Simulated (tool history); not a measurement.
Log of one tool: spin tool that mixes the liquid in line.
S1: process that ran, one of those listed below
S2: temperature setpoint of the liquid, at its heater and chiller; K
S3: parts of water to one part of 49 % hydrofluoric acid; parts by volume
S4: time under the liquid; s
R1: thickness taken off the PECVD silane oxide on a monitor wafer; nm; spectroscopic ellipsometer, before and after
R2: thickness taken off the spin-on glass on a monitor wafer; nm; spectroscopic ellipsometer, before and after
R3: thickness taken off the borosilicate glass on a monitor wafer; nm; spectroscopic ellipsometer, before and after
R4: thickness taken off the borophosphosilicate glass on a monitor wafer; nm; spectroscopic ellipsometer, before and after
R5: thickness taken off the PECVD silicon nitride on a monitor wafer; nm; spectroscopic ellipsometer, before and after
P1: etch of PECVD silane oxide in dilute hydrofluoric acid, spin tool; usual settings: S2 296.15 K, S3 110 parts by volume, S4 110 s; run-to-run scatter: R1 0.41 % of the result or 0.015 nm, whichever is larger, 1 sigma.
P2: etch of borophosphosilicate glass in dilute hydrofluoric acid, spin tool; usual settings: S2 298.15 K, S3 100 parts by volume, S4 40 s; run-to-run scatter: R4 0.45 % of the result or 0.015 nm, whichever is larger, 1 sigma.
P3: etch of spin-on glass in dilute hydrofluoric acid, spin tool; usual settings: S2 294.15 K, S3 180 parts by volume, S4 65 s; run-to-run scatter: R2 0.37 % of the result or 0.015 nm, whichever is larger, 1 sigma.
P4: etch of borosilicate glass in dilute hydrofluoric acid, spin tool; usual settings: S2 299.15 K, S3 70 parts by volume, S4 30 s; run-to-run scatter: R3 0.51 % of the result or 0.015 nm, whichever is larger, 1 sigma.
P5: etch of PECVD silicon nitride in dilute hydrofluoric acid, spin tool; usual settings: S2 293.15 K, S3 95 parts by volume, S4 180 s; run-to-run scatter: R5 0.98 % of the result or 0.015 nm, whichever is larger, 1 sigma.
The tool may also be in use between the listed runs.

run	hour	S1	S2	S3	S4	R1	R2	R3	R4	R5
1	6.9	P1	296.15	110	110	48.035				
2	14.8	P3	294.15	180	115		22.3500			
3	23.3	P1	296.15	195	110	24.768				
4	30.3	P4	299.15	70	15			9.7322		
5	37.3	P1	296.15	35	110	165.600				
6	44.0	P2	298.15	100	40				22.0380	
7	51.1	P1	296.15	110	110	48.819				
8	57.9	P2	298.15	100	15				8.2517	
9	69.1	P5	293.15	95	85					1.1612
10	82.1	P4	299.15	70	30			19.2840		
11	89.4	P1	296.15	60	70	60.264				
12	100.2	P1	290.15	20	110	228.800				
13	112.9	P4	290.65	70	30			13.4650		
14	121.2	P1	292.15	110	110	41.034				
15	132.9	P5	293.15	95	180					2.4644
16	142.7	P1	302.65	145	110	44.895				
17	153.3	P2	304.65	100	40				28.0390	
18	159.9	P5	300.65	95	180					4.1237
19	167.7	P3	294.15	320	65		6.1769			
20	175.0	P1	296.15	110	110	47.765				
21	188.7	P1	303.65	110	110	64.471				
22	201.8	P1	296.15	110	25	11.002				
23	209.4	P1	296.15	110	110	47.726				
24	220.5	P1	296.15	110	110	48.580				
25	230.1	P5	293.15	150	180					1.5926
26	243.0	P1	296.15	110	210	92.645				
27	254.9	P4	299.15	70	30			19.2170		
28	263.7	P3	299.15	180	65		15.2020			
29	274.6	P4	299.15	120	30			10.6070		
30	288.1	P3	294.15	180	65		12.5190			
31	297.1	P1	296.15	110	110	48.314				
32	303.1	P2	298.15	170	40				11.9770	
33	316.4	P1	296.15	110	110	48.114				
34	330.1	P1	296.15	110	110	48.752				
35	342.2	P1	296.15	110	110	46.572				

Forecast run 36:
36	348.9	P1	296.15	110	110	?				

{"run 36": {"R1": 45.879}}

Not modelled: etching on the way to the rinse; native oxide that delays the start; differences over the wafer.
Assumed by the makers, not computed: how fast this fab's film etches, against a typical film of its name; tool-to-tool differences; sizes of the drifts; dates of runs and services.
